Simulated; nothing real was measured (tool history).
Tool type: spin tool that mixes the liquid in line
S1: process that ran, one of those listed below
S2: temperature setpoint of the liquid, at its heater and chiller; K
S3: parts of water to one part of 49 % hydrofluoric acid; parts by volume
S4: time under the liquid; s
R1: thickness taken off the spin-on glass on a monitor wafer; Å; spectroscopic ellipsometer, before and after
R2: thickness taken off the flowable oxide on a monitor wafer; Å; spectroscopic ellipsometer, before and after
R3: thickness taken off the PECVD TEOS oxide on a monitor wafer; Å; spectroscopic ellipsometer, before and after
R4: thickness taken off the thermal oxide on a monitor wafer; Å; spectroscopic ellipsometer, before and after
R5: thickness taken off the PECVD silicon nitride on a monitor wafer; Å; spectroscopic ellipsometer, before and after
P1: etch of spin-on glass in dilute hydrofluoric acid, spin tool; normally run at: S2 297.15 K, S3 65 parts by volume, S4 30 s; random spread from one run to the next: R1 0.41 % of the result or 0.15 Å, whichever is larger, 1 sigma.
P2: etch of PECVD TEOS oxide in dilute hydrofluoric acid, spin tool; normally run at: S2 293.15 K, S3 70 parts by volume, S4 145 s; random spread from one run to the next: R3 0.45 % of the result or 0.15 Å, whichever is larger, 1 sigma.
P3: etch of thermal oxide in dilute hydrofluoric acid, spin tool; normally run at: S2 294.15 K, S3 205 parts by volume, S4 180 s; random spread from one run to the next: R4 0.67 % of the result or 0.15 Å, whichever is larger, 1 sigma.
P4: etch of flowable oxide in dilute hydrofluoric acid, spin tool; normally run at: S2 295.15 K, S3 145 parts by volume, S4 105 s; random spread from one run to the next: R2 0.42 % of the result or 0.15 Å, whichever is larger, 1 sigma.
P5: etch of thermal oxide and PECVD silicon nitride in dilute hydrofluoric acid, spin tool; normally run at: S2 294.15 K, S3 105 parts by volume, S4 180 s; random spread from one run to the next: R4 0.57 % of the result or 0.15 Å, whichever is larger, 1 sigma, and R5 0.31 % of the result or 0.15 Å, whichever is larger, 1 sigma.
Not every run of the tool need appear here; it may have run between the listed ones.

Run 1, hour 11.9: S1 P1, S2 297.15 K, S3 65 parts by volume, S4 30 s. Result: R1 181.880 Å.
Run 2, hour 22.9: S1 P4, S2 295.15 K, S3 145 parts by volume, S4 170 s. Result: R2 480.92 Å.
Run 3, hour 32.5: S1 P1, S2 290.15 K, S3 65 parts by volume, S4 30 s. Result: R1 136.120 Å.
Run 4, hour 41.9: S1 P1, S2 302.15 K, S3 65 parts by volume, S4 30 s. Result: R1 222.120 Å.
Run 5, hour 54.9: S1 P1, S2 297.15 K, S3 65 parts by volume, S4 30 s. Result: R1 183.390 Å.
Run 6, hour 64.1: S1 P2, S2 290.15 K, S3 70 parts by volume, S4 145 s. Result: R3 139.960 Å.
Run 7, hour 73.6: S1 P2, S2 293.15 K, S3 70 parts by volume, S4 40 s. Result: R3 43.323 Å.
Run 8, hour 84.5: S1 P1, S2 297.15 K, S3 65 parts by volume, S4 30 s. Result: R1 183.420 Å.
Run 9, hour 96.1: S1 P1, S2 297.15 K, S3 65 parts by volume, S4 55 s. Result: R1 334.390 Å.
Run 10, hour 106.1: S1 P2, S2 293.15 K, S3 100 parts by volume, S4 145 s. Result: R3 107.200 Å.
Run 11, hour 117.8: S1 P3, S2 300.15 K, S3 205 parts by volume, S4 180 s. Result: R4 39.936 Å.
Run 12, hour 128.2: S1 P5, S2 294.15 K, S3 40 parts by volume, S4 180 s. Result: R4 204.380 Å, R5 209.260 Å.
Run 13, hour 142.5: S1 P3, S2 294.15 K, S3 80 parts by volume, S4 180 s. Result: R4 93.857 Å.
Run 14, hour 151.8: S1 P1, S2 297.15 K, S3 115 parts by volume, S4 60 s. Result: R1 194.010 Å.
Run 15, hour 162.5: S1 P3, S2 294.15 K, S3 205 parts by volume, S4 180 s. Result: R4 31.923 Å.
Run 16, hour 173.5: S1 P1, S2 297.15 K, S3 65 parts by volume, S4 15 s. Result: R1 91.701 Å.
Run 17, hour 182.6: S1 P1, S2 297.15 K, S3 95 parts by volume, S4 30 s. Result: R1 120.390 Å.
Run 18, hour 189.3: S1 P5, S2 294.15 K, S3 105 parts by volume, S4 180 s. Result: R4 72.283 Å, R5 81.194 Å.
Run 19, hour 200.4: S1 P1, S2 297.15 K, S3 65 parts by volume, S4 30 s. Result: R1 182.940 Å.
Run 20, hour 210.5: S1 P4, S2 303.15 K, S3 145 parts by volume, S4 105 s. Result: R2 398.65 Å.
Run 21, hour 218.1: S1 P1, S2 297.15 K, S3 20 parts by volume, S4 30 s. Result: R1 632.070 Å.
Run 22, hour 231.2: S1 P4, S2 295.15 K, S3 145 parts by volume, S4 105 s. Result: R2 294.14 Å.
Run 23, hour 245.6: S1 P2, S2 293.15 K, S3 70 parts by volume, S4 145 s. Result: R3 157.300 Å.
Run 24, hour 255.4: S1 P5, S2 294.15 K, S3 105 parts by volume, S4 320 s. Result: R4 128.140 Å, R5 143.970 Å.
Run 25, hour 261.9: S1 P5, S2 300.65 K, S3 105 parts by volume, S4 180 s. Result: R4 92.750 Å, R5 124.760 Å.
Run 26, hour 274.1: S1 P3, S2 294.15 K, S3 205 parts by volume, S4 360 s. Result: R4 64.266 Å.
Run 27, hour 287.5: S1 P1, S2 297.15 K, S3 65 parts by volume, S4 30 s. Result: R1 184.790 Å.
Run 28, hour 295.4: S1 P4, S2 295.15 K, S3 35 parts by volume, S4 105 s. Result: R2 1400.40 Å.
Run 29, hour 305.7: S1 P1, S2 297.15 K, S3 65 parts by volume, S4 30 s. Result: R1 182.500 Å.
Run 30, hour 318.9: S1 P1, S2 297.15 K, S3 65 parts by volume, S4 30 s. Result: R1 191.260 Å.
Run 31, hour 326.0: S1 P1, S2 297.15 K, S3 65 parts by volume, S4 30 s. Result: R1 194.310 Å.
Run 32, hour 332.8: S1 P1, S2 297.15 K, S3 65 parts by volume, S4 30 s. Result: R1 196.350 Å.
Run 33, hour 345.8: S1 P1, S2 297.15 K, S3 65 parts by volume, S4 30 s. Result: R1 196.600 Å.
Run 34, hour 353.2: S1 P1, S2 297.15 K, S3 65 parts by volume, S4 30 s. Result: R1 198.220 Å.

Run 35 is up next; what results do you expect?
Run 35, hour 366.5: S1 P1, S2 297.15 K, S3 65 parts by volume, S4 30 s. Result: R1 ?.

R1: 199.770 Å

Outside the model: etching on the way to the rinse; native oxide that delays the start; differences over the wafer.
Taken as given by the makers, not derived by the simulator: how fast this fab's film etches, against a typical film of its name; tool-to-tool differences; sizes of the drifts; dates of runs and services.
